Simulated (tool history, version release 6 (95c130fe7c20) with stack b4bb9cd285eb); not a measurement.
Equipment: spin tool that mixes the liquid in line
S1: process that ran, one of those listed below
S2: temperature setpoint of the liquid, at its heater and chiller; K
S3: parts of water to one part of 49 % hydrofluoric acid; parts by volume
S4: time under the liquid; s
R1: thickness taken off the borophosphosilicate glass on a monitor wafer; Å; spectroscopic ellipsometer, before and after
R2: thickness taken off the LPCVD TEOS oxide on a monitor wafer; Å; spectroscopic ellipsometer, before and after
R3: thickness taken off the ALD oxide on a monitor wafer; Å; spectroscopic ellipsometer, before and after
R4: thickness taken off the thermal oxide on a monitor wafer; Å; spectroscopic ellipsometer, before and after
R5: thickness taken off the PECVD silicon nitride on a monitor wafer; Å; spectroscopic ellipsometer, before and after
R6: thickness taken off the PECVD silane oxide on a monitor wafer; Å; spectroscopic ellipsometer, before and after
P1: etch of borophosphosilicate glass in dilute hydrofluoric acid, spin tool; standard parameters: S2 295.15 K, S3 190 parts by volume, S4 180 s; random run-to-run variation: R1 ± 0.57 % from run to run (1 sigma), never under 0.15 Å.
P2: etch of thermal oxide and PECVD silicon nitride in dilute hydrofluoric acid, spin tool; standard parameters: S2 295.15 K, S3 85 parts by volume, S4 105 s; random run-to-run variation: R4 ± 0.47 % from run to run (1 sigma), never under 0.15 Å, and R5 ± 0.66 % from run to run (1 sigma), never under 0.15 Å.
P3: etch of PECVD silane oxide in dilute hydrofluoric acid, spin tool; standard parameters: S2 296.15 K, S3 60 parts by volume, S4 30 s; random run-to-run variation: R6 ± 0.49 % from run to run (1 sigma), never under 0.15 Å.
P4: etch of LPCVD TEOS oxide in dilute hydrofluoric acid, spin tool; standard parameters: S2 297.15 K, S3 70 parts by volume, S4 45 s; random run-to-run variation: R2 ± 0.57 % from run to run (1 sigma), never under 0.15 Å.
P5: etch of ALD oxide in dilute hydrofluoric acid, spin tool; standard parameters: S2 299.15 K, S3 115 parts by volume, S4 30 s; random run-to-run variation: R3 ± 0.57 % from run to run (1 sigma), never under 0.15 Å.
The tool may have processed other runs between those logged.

run 1 hour=7.5 | S1=P1 S2=295.15 S3=190 S4=180 | R1=503.610
run 2 hour=13.9 | S1=P4 S2=297.15 S3=70 S4=45 | R2=177.52
run 3 hour=22.4 | S1=P5 S2=299.15 S3=115 S4=30 | R3=79.157
run 4 hour=33.3 | S1=P2 S2=295.15 S3=150 S4=105 | R4=29.161 R5=21.4830
run 5 hour=44.0 | S1=P5 S2=299.15 S3=115 S4=15 | R3=39.043
run 6 hour=51.2 | S1=P2 S2=291.15 S3=85 S4=105 | R4=46.586 R5=28.4470
run 7 hour=60.6 | S1=P5 S2=299.15 S3=165 S4=30 | R3=51.523
run 8 hour=66.2 | S1=P1 S2=290.15 S3=190 S4=180 | R1=415.700
run 9 hour=71.3 | S1=P3 S2=296.15 S3=110 S4=30 | R6=120.10
run 10 hour=79.4 | S1=P1 S2=295.15 S3=190 S4=25 | R1=69.845
run 11 hour=89.3 | S1=P1 S2=295.15 S3=190 S4=325 | R1=915.170
run 12 hour=95.6 | S1=P3 S2=296.15 S3=60 S4=30 | R6=231.88
run 13 hour=103.4 | S1=P4 S2=297.15 S3=70 S4=45 | R2=176.13
run 14 hour=111.4 | S1=P3 S2=296.15 S3=60 S4=15 | R6=115.91
run 15 hour=121.9 | S1=P1 S2=291.15 S3=275 S4=180 | R1=276.130
run 16 hour=126.9 | S1=P3 S2=303.15 S3=60 S4=30 | R6=307.10
run 17 hour=133.5 | S1=P1 S2=295.15 S3=190 S4=180 | R1=506.430
run 18 hour=141.8 | S1=P4 S2=297.15 S3=70 S4=80 | R2=312.04
run 19 hour=152.0 | S1=P2 S2=295.15 S3=85 S4=25 | R4=13.223 R5=9.1299
run 20 hour=162.0 | S1=P1 S2=295.15 S3=190 S4=180 | R1=504.120
run 21 hour=168.7 | S1=P4 S2=297.15 S3=100 S4=45 | R2=119.68
run 22 hour=173.7 | S1=P5 S2=293.65 S3=115 S4=30 | R3=63.402
run 23 hour=182.0 | S1=P1 S2=302.65 S3=190 S4=90 | R1=330.070
run 24 hour=189.5 | S1=P1 S2=299.15 S3=190 S4=180 | R1=585.590
run 25 hour=195.1 | S1=P1 S2=295.15 S3=190 S4=180 | R1=504.740
run 26 hour=201.6 | S1=P1 S2=295.15 S3=270 S4=180 | R1=326.840
run 27 hour=207.2 | S1=P1 S2=295.15 S3=190 S4=180 | R1=501.740
run 28 hour=214.8 | S1=P2 S2=295.15 S3=85 S4=105 | R4=55.411 R5=37.3800
run 29 hour=224.5 | S1=P1 S2=291.65 S3=80 S4=180 | R1=1174.700
run 30 hour=229.5 | S1=P1 S2=295.15 S3=110 S4=180 | R1=953.820
run 31 hour=238.9 | S1=P4 S2=302.65 S3=70 S4=45 | R2=218.46
run 32 hour=244.5 | S1=P1 S2=295.15 S3=190 S4=180 | R1=503.860
run 33 hour=255.3 | S1=P1 S2=295.15 S3=190 S4=180 | R1=481.490
run 34 hour=260.4 | S1=P1 S2=295.15 S3=190 S4=180 | R1=483.990
run 35 hour=268.0 | S1=P1 S2=295.15 S3=190 S4=180 | R1=477.880
run 36 hour=278.0 | S1=P1 S2=295.15 S3=190 S4=180 | R1=474.810
run 37 hour=282.7 | S1=P1 S2=295.15 S3=190 S4=180 | R1=470.690
run 38 hour=288.8 | S1=P1 S2=295.15 S3=190 S4=180 | R1=470.430
run 39 hour=295.6 | S1=P1 S2=295.15 S3=190 S4=180 | R1=471.950
run 40 hour=305.2 | S1=P1 S2=295.15 S3=190 S4=180 | R1=472.710
run 41 hour=310.0 | S1=P1 S2=295.15 S3=190 S4=180 | R1=474.750
run 42 hour=318.2 | S1=P1 S2=295.15 S3=190 S4=180 | R1=469.930

Something has made what P1 gives creep away from where it was; the 2 causes below, each at its own stated size, fit the log equally well:
A: hydrofluoric acid flow below the setpoint (%) = 5.24
B: liquid colder than its thermometer reads (K) = 1.69
The onset of the drift is placed at about hour 244.5.

Of the 4 check runs listed below, each run on one wafer and each result written as a question mark, which would let you distinguish the listed causes because they would give clearly different results?
run check 1 hour=326.4 | S1=P5 S2=299.15 S3=115 S4=30 | R3=?
run check 2 hour=326.4 | S1=P2 S2=295.15 S3=85 S4=105 | R4=? R5=?
run check 3 hour=326.4 | S1=P4 S2=297.15 S3=70 S4=45 | R2=?
run check 4 hour=326.4 | S1=P3 S2=296.15 S3=60 S4=30 | R6=?

What each check would give under each cause:
check=check_1 result=R3 if_A=73.624 if_B=73.351
check=check_2 result=R4 if_A=52.185 if_B=51.667
check=check_2 result=R5 if_A=35.6560 if_B=33.5160
check=check_3 result=R2 if_A=166.41 if_B=164.73
check=check_4 result=R6 if_A=218.56 if_B=215.96
Gap, in per cent, between the two causes that each check separates least, read from the result that separates them most: check 1 0.37 %; check 2 6.19 %; check 3 1.02 %; check 4 1.2 %
Of the check runs offered, only check 2 discriminates between the causes; the rest would read about the same regardless of which cause applies.

Here is what check 2 returned: R4 51.287 Å; R5 33.5780 Å. Which cause is it?

It was cause B: liquid colder than its thermometer reads (K).

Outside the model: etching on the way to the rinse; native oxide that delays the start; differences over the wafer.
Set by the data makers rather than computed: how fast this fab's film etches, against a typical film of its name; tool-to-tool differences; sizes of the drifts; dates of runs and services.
